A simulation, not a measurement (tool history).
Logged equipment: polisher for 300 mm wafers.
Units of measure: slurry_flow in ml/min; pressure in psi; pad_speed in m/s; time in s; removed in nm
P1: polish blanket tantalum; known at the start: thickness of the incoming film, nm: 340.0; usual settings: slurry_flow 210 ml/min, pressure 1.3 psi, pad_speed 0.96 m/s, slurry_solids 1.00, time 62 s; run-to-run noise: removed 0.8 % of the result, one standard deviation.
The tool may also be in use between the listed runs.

run,hour,slurry_flow,pressure,pad_speed,slurry_solids,time,wafers polished on this pad,hours since the slurry nozzle was cleaned,hours since the head pressure was calibrated,hours since the slurry blender was calibrated,removed
1,12.1,210,1.3,0.96,1.00,62,294,175.7,740.8,51.4,69.235
2,21.2,310,2.0,0.96,1.00,62,352,184.8,749.9,60.5,111.150
3,33.2,210,1.3,0.96,1.00,87,427,196.8,761.9,72.5,98.079
4,43.5,210,1.3,0.96,1.00,39,492,207.1,772.2,82.8,44.250
5,60.8,210,1.3,0.96,0.55,62,602,224.4,789.5,100.1,56.624
6,77.4,210,2.0,0.54,1.00,62,707,241.0,806.1,116.7,60.172
7,89.7,210,1.3,0.96,1.00,62,784,253.3,818.4,129.0,70.073
8,104.6,210,2.0,0.96,1.00,62,878,268.2,833.3,143.9,106.450
9,115.9,330,1.3,0.96,1.00,62,950,279.5,844.6,155.2,72.188
10,127.8,210,1.3,0.96,1.00,62,1025,291.4,856.5,167.1,69.973
11,144.5,210,1.3,0.96,1.40,62,1130,308.1,873.2,183.8,77.236
12,156.2,210,1.3,0.96,1.00,62,1204,319.8,884.9,195.5,68.599
13,173.2,210,1.3,0.44,1.00,62,1311,336.8,901.9,212.5,31.781
14,189.2,125,1.3,0.96,1.00,62,1412,352.8,917.9,228.5,63.617
15,201.6,210,1.3,1.48,1.00,62,1491,365.2,930.3,240.9,109.100
16,216.1,210,1.3,0.96,1.00,62,1582,379.7,944.8,255.4,69.712
# hour 228.0: slurry nozzle cleaned
17,230.0,210,0.9,0.96,1.00,62,1670,2.1,958.7,269.3,47.800
18,240.9,210,1.3,0.96,1.00,62,1739,13.0,969.6,280.2,68.699
19,257.0,210,1.3,0.96,1.00,62,1840,29.1,985.7,296.3,69.760
20,269.2,210,1.3,0.96,1.00,62,1917,41.3,997.9,308.5,66.965
21,277.6,210,1.3,0.96,1.00,62,1971,49.7,1006.3,316.9,65.794
22,288.4,210,1.3,0.96,1.00,62,2039,60.5,1017.1,327.7,63.991
# hour 288.5: head pressure recalibrated
# hour 302.1: slurry nozzle cleaned
23,304.9,210,1.3,0.96,1.00,62,2143,2.8,16.4,344.2,63.637
24,315.4,210,1.3,0.96,1.00,62,2209,13.3,26.9,354.7,61.267
25,330.7,210,1.3,0.96,1.00,62,2306,28.6,42.2,370.0,62.979

Compared with where it was, what P1 gives has crept away. Each cause listed below fits the log as well as the rest, at the size given for it:
A: removal rate lost through wear of the pad, % = 10.3
B: abrasive missing from the slurry, % = 28.6
Creep in the process output first set in at about hour 257.0.
What rules out each remaining cause:
slurry flow missing at the pad, %: maintenance at hour 302.1, after the shift began, did not return the process to its former output
head's pressure below its setpoint, %: maintenance at hour 288.5, after the shift began, did not return the process to its former output

Which of the 4 check runs listed below, each an average over 2 wafers with its results shown as question marks, gives clearly different results under the different listed causes?
check 1,346.0,130,1.0,0.96,1.00,62,,,,,?
check 2,346.0,210,1.3,1.46,1.00,62,,,,,?
check 3,346.0,210,1.3,0.96,0.55,46,,,,,?
check 4,346.0,260,1.3,0.96,1.00,62,,,,,?

If the cause were each of the candidates in turn, the checks would give the following:
check,result,if A,if B
check 1,removed,44.525,44.540
check 2,removed,94.997,95.030
check 3,removed,37.563,35.833
check 4,removed,64.003,64.025
Distance between the nearest two causes, measured in the result of the check that separates them most: check 1 0.03 %; check 2 0.03 %; check 3 4.72 %; check 4 0.03 %
Only in check 3 would the causes give clearly different results; in the remaining checks their results would be nearly the same.

With check 3 done, the readings were: removed 35.667 nm. Identify which of the listed causes applies.

Of the candidate causes, it is B: abrasive missing from the slurry, %.

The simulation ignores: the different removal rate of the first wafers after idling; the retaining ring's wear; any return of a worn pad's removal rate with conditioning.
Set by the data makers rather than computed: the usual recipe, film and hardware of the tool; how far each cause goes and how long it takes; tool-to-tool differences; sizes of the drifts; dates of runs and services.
